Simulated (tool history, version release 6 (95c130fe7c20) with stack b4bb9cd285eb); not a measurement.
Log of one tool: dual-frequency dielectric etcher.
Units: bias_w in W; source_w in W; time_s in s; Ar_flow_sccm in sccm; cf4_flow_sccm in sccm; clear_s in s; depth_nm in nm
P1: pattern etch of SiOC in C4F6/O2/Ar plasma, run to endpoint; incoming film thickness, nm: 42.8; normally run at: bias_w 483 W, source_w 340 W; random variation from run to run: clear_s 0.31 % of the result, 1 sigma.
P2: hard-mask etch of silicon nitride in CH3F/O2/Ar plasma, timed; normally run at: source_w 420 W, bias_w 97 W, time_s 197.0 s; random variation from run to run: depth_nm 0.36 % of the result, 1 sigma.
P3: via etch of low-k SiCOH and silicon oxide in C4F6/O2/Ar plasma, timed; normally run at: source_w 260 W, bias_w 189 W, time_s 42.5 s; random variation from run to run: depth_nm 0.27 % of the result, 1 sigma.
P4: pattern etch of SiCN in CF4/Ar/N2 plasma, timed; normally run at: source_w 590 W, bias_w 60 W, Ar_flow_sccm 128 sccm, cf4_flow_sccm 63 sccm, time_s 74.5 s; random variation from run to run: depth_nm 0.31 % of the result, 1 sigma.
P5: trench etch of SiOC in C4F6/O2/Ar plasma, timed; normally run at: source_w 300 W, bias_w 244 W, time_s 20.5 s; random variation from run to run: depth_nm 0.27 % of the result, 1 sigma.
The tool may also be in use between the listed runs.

Run 1, hour 14.1: process P1, bias_w 483 W, source_w 340 W. Result: clear_s 14.684 s.
Run 2, hour 22.5: process P3, bias_w 189 W, source_w 260 W, time_s 42.5 s. Result: depth_nm 95.093 nm.
Run 3, hour 37.5: process P3, bias_w 189 W, source_w 360 W, time_s 42.5 s. Result: depth_nm 107.470 nm.
Run 4, hour 46.7: process P1, bias_w 483 W, source_w 340 W. Result: clear_s 14.599 s.
Run 5, hour 61.5: process P4, bias_w 60 W, source_w 590 W, time_s 74.5 s, Ar_flow_sccm 128 sccm, cf4_flow_sccm 77 sccm. Result: depth_nm 74.214 nm.
Run 6, hour 77.2: process P1, bias_w 483 W, source_w 410 W. Result: clear_s 13.608 s.
Run 7, hour 86.1: process P4, bias_w 60 W, source_w 590 W, time_s 74.5 s, Ar_flow_sccm 128 sccm, cf4_flow_sccm 63 sccm. Result: depth_nm 72.020 nm.
Run 8, hour 97.8: process P5, bias_w 244 W, source_w 300 W, time_s 20.5 s. Result: depth_nm 41.608 nm.
Run 9, hour 108.9: process P4, bias_w 76 W, source_w 590 W, time_s 74.5 s, Ar_flow_sccm 128 sccm, cf4_flow_sccm 63 sccm. Result: depth_nm 78.227 nm.
Run 10, hour 123.5: process P1, bias_w 604 W, source_w 340 W. Result: clear_s 13.430 s.
Run 11, hour 138.7: process P5, bias_w 296 W, source_w 300 W, time_s 20.5 s. Result: depth_nm 44.392 nm.
Run 12, hour 150.8: process P4, bias_w 60 W, source_w 590 W, time_s 47.5 s, Ar_flow_sccm 128 sccm, cf4_flow_sccm 63 sccm. Result: depth_nm 45.866 nm.
At hour 164.7: wet clean of the chamber.
Run 13, hour 165.9: process P1, bias_w 483 W, source_w 210 W. Result: clear_s 17.411 s.
Run 14, hour 176.3: process P2, bias_w 65 W, source_w 420 W, time_s 197.0 s. Result: depth_nm 135.720 nm.
Run 15, hour 184.5: process P2, bias_w 97 W, source_w 420 W, time_s 260.5 s. Result: depth_nm 206.140 nm.
Run 16, hour 197.6: process P3, bias_w 189 W, source_w 260 W, time_s 53.0 s. Result: depth_nm 118.580 nm.
Run 17, hour 209.5: process P3, bias_w 139 W, source_w 260 W, time_s 42.5 s. Result: depth_nm 85.739 nm.
Run 18, hour 216.8: process P1, bias_w 483 W, source_w 340 W. Result: clear_s 14.656 s.
Run 19, hour 230.7: process P4, bias_w 60 W, source_w 810 W, time_s 74.5 s, Ar_flow_sccm 128 sccm, cf4_flow_sccm 63 sccm. Result: depth_nm 95.336 nm.
Run 20, hour 244.7: process P1, bias_w 483 W, source_w 340 W. Result: clear_s 14.580 s.
Run 21, hour 255.7: process P1, bias_w 393 W, source_w 440 W. Result: clear_s 14.260 s.
Run 22, hour 269.9: process P5, bias_w 244 W, source_w 300 W, time_s 15.0 s. Result: depth_nm 30.397 nm.
Run 23, hour 282.5: process P1, bias_w 579 W, source_w 420 W. Result: clear_s 12.634 s.
Run 24, hour 295.5: process P5, bias_w 244 W, source_w 240 W, time_s 20.5 s. Result: depth_nm 38.076 nm.
Run 25, hour 312.1: process P1, bias_w 281 W, source_w 340 W. Result: clear_s 17.754 s.
Run 26, hour 327.6: process P4, bias_w 60 W, source_w 590 W, time_s 74.5 s, Ar_flow_sccm 128 sccm, cf4_flow_sccm 63 sccm. Result: depth_nm 72.128 nm.
Run 27, hour 342.5: process P3, bias_w 189 W, source_w 260 W, time_s 42.5 s. Result: depth_nm 94.755 nm.
Run 28, hour 352.3: process P2, bias_w 97 W, source_w 420 W, time_s 197.0 s. Result: depth_nm 155.180 nm.
Run 29, hour 367.7: process P4, bias_w 60 W, source_w 590 W, time_s 74.5 s, Ar_flow_sccm 95 sccm, cf4_flow_sccm 63 sccm. Result: depth_nm 75.266 nm.
Run 30, hour 379.1: process P1, bias_w 483 W, source_w 340 W. Result: clear_s 14.523 s.
Run 31, hour 389.8: process P1, bias_w 298 W, source_w 250 W. Result: clear_s 19.495 s.
Run 32, hour 401.6: process P2, bias_w 97 W, source_w 300 W, time_s 197.0 s. Result: depth_nm 137.630 nm.
Run 33, hour 417.5: process P1, bias_w 483 W, source_w 340 W. Result: clear_s 14.650 s.
Run 34, hour 431.0: process P1, bias_w 483 W, source_w 340 W. Result: clear_s 14.420 s.
Run 35, hour 440.8: process P1, bias_w 483 W, source_w 340 W. Result: clear_s 14.429 s.
At hour 448.6: wet clean of the chamber.
Run 36, hour 455.4: process P1, bias_w 483 W, source_w 340 W. Result: clear_s 14.412 s.
Run 37, hour 469.3: process P1, bias_w 483 W, source_w 340 W. Result: clear_s 14.439 s.
Run 38, hour 476.5: process P1, bias_w 483 W, source_w 340 W. Result: clear_s 14.282 s.
Run 39, hour 485.0: process P1, bias_w 483 W, source_w 340 W. Result: clear_s 14.466 s.

What P1 gives has crept away from where it was. These 2 causes fit the log equally well, each at the size given:
A: bias power that arrives over what is set, % = 4.2
B: source power that arrives over what is set, % = 4.28
The creep began at about hour 417.5.
Why every other cause is out:
chamber walls in a state that raises the etch rate, %: serviced at hour 448.6, which brought nothing back

4 check runs are offered, one wafer each, their results left as question marks. Which one tells the causes apart?
Run check 1, hour 493.5: process P4, bias_w 60 W, source_w 590 W, time_s 74.5 s, Ar_flow_sccm 128 sccm, cf4_flow_sccm 63 sccm. Result: depth_nm ?.
Run check 2, hour 493.5: process P3, bias_w 189 W, source_w 260 W, time_s 42.5 s. Result: depth_nm ?.
Run check 3, hour 493.5: process P5, bias_w 244 W, source_w 300 W, time_s 20.5 s. Result: depth_nm ?.
Run check 4, hour 493.5: process P2, bias_w 97 W, source_w 420 W, time_s 197.0 s. Result: depth_nm ?.

What each check would give under each cause:
  check    result     if A     if B
check 1  depth_nm   72.937   74.596
check 2  depth_nm   96.184   96.428
check 3  depth_nm   42.061   42.136
check 4  depth_nm  158.310  158.410
How far apart the two closest causes lie, in the result that separates them most: check 1 2.25 %; check 2 0.25 %; check 3 0.18 %; check 4 0.06 %
Only check 1 tells the causes apart: in the others they would give nearly the same result.

Check 1 was then run and gave: depth_nm 74.534 nm. Which cause is it?

It is B: source power that arrives over what is set, %.
